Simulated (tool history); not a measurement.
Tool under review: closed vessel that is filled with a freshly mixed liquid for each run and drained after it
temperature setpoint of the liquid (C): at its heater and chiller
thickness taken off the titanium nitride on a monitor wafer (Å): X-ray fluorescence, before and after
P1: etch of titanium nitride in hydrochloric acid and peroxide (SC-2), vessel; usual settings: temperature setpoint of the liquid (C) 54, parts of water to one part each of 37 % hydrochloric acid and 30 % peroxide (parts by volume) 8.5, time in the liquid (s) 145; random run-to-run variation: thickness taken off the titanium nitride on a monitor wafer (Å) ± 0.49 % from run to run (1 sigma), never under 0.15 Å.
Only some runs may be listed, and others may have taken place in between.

run,hour,temperature setpoint of the liquid (C),parts of water to one part each of 37 % hydrochloric acid and 30 % peroxide (parts by volume),time in the liquid (s),thickness taken off the titanium nitride on a monitor wafer (Å)
1,11.5,54,8.5,145,93.531
2,20.2,54,8.5,145,93.384
3,27.8,54,8.5,145,93.089
4,38.4,54,14.5,145,59.894
5,49.7,54,8.5,145,93.635
6,61.4,70,8.5,145,253.78
7,71.9,38,8.5,145,31.615
8,82.3,54,12,210,101.87
9,87.7,41,8.5,235,63.143
10,94.3,54,8.5,30,19.528
11,104.8,54,4,145,165.15
12,113.7,54,8.5,240,154.22
13,122.7,47.5,8.5,30,12.808
14,132.9,54,8.5,145,92.788
15,141.5,54,8.5,145,94.34
16,151.1,54,8.5,145,94.511

Run 17 is up next; what results do you expect?
17,159.1,54,8.5,145,?

thickness taken off the titanium nitride on a monitor wafer (Å): 91.35

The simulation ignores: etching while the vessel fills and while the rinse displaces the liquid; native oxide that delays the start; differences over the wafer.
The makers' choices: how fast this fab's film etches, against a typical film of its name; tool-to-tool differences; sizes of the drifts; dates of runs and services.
